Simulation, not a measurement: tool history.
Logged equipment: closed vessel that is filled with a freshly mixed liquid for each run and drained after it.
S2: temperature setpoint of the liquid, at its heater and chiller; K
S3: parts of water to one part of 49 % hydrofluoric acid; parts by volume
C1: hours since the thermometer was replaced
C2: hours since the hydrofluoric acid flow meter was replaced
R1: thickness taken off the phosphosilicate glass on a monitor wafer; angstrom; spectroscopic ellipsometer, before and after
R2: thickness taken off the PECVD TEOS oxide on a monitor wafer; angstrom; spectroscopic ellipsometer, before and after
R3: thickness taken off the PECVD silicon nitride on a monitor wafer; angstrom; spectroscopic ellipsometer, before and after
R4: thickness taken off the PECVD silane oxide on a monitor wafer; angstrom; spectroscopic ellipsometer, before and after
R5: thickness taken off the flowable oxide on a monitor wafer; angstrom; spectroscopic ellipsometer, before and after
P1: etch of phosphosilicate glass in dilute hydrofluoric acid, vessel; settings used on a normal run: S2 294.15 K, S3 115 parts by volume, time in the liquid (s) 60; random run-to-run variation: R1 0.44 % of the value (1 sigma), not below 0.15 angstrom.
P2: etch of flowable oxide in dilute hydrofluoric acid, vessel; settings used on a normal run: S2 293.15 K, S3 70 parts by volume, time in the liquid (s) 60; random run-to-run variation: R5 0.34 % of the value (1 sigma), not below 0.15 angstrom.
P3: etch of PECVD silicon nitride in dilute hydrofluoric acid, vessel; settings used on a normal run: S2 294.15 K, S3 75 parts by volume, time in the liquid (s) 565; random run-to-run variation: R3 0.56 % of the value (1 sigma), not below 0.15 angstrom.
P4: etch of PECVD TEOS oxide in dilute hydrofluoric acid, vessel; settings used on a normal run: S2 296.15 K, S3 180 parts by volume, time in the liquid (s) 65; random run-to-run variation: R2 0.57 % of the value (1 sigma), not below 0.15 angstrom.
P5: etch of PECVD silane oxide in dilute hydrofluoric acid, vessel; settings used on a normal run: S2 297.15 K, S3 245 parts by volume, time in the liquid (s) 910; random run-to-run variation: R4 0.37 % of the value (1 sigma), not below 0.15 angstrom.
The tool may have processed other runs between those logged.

{"run": 1, "hour": 9.6, "process that ran": "P1", "S2": 294.15, "S3": 115, "time in the liquid (s)": 60, "C1": 543.3, "C2": 399.7, "R1": 539.14}
{"run": 2, "hour": 28.4, "process that ran": "P1", "S2": 290.15, "S3": 170, "time in the liquid (s)": 60, "C1": 562.1, "C2": 418.5, "R1": 290.17}
{"run": 3, "hour": 44.6, "process that ran": "P4", "S2": 296.15, "S3": 180, "time in the liquid (s)": 65, "C1": 578.3, "C2": 434.7, "R2": 49.67}
{"run": 4, "hour": 53.6, "process that ran": "P3", "S2": 294.15, "S3": 25, "time in the liquid (s)": 565, "C1": 587.3, "C2": 443.7, "R3": 593.89}
{"run": 5, "hour": 71.5, "process that ran": "P1", "S2": 290.15, "S3": 115, "time in the liquid (s)": 60, "C1": 605.2, "C2": 461.6, "R1": 455.04}
{"run": 6, "hour": 81.3, "process that ran": "P1", "S2": 290.15, "S3": 180, "time in the liquid (s)": 60, "C1": 615.0, "C2": 471.4, "R1": 273.02}
{"run": 7, "hour": 97.3, "process that ran": "P1", "S2": 294.15, "S3": 115, "time in the liquid (s)": 60, "C1": 631.0, "C2": 487.4, "R1": 537.51}
{"run": 8, "hour": 114.7, "process that ran": "P5", "S2": 297.15, "S3": 245, "time in the liquid (s)": 910, "C1": 648.4, "C2": 504.8, "R4": 474.35}
{"run": 9, "hour": 133.8, "process that ran": "P2", "S2": 293.15, "S3": 40, "time in the liquid (s)": 60, "C1": 667.5, "C2": 523.9, "R5": 857.67}
{"run": 10, "hour": 144.5, "process that ran": "P5", "S2": 297.15, "S3": 245, "time in the liquid (s)": 270, "C1": 678.2, "C2": 534.6, "R4": 140.68}
{"run": 11, "hour": 160.0, "process that ran": "P1", "S2": 294.15, "S3": 115, "time in the liquid (s)": 30, "C1": 693.7, "C2": 550.1, "R1": 269.95}
{"run": 12, "hour": 172.6, "process that ran": "P2", "S2": 290.15, "S3": 70, "time in the liquid (s)": 60, "C1": 706.3, "C2": 562.7, "R5": 417.56}
{"run": 13, "hour": 188.6, "process that ran": "P3", "S2": 294.15, "S3": 75, "time in the liquid (s)": 565, "C1": 722.3, "C2": 578.7, "R3": 205.29}
{"run": 14, "hour": 198.2, "process that ran": "P1", "S2": 290.15, "S3": 115, "time in the liquid (s)": 30, "C1": 731.9, "C2": 588.3, "R1": 227.92}
{"run": 15, "hour": 208.3, "process that ran": "P1", "S2": 294.15, "S3": 115, "time in the liquid (s)": 105, "C1": 742.0, "C2": 598.4, "R1": 939.09}
{"run": 16, "hour": 225.8, "process that ran": "P4", "S2": 301.15, "S3": 180, "time in the liquid (s)": 65, "C1": 759.5, "C2": 615.9, "R2": 59.596}
{"run": 17, "hour": 238.6, "process that ran": "P2", "S2": 293.15, "S3": 70, "time in the liquid (s)": 60, "C1": 772.3, "C2": 628.7, "R5": 473.39}
{"run": 18, "hour": 253.9, "process that ran": "P4", "S2": 296.15, "S3": 180, "time in the liquid (s)": 30, "C1": 787.6, "C2": 644.0, "R2": 22.745}
{"run": 19, "hour": 264.0, "process that ran": "P2", "S2": 293.15, "S3": 70, "time in the liquid (s)": 120, "C1": 797.7, "C2": 654.1, "R5": 946.97}
{"run": 20, "hour": 282.5, "process that ran": "P5", "S2": 290.15, "S3": 245, "time in the liquid (s)": 910, "C1": 816.2, "C2": 672.6, "R4": 365.33}
{"run": 21, "hour": 295.6, "process that ran": "P1", "S2": 294.15, "S3": 115, "time in the liquid (s)": 60, "C1": 829.3, "C2": 685.7, "R1": 535.51}
{"run": 22, "hour": 315.0, "process that ran": "P1", "S2": 294.15, "S3": 115, "time in the liquid (s)": 60, "C1": 848.7, "C2": 705.1, "R1": 543.45}
{"run": 23, "hour": 328.5, "process that ran": "P1", "S2": 294.15, "S3": 190, "time in the liquid (s)": 60, "C1": 862.2, "C2": 718.6, "R1": 299.03}

Run 24 is up next; what results do you expect?
{"run": 24, "hour": 341.8, "process that ran": "P3", "S2": 301.65, "S3": 75, "time in the liquid (s)": 565, "C1": 875.5, "C2": 731.9, "R3": "?"}

R3: 338.26 angstrom

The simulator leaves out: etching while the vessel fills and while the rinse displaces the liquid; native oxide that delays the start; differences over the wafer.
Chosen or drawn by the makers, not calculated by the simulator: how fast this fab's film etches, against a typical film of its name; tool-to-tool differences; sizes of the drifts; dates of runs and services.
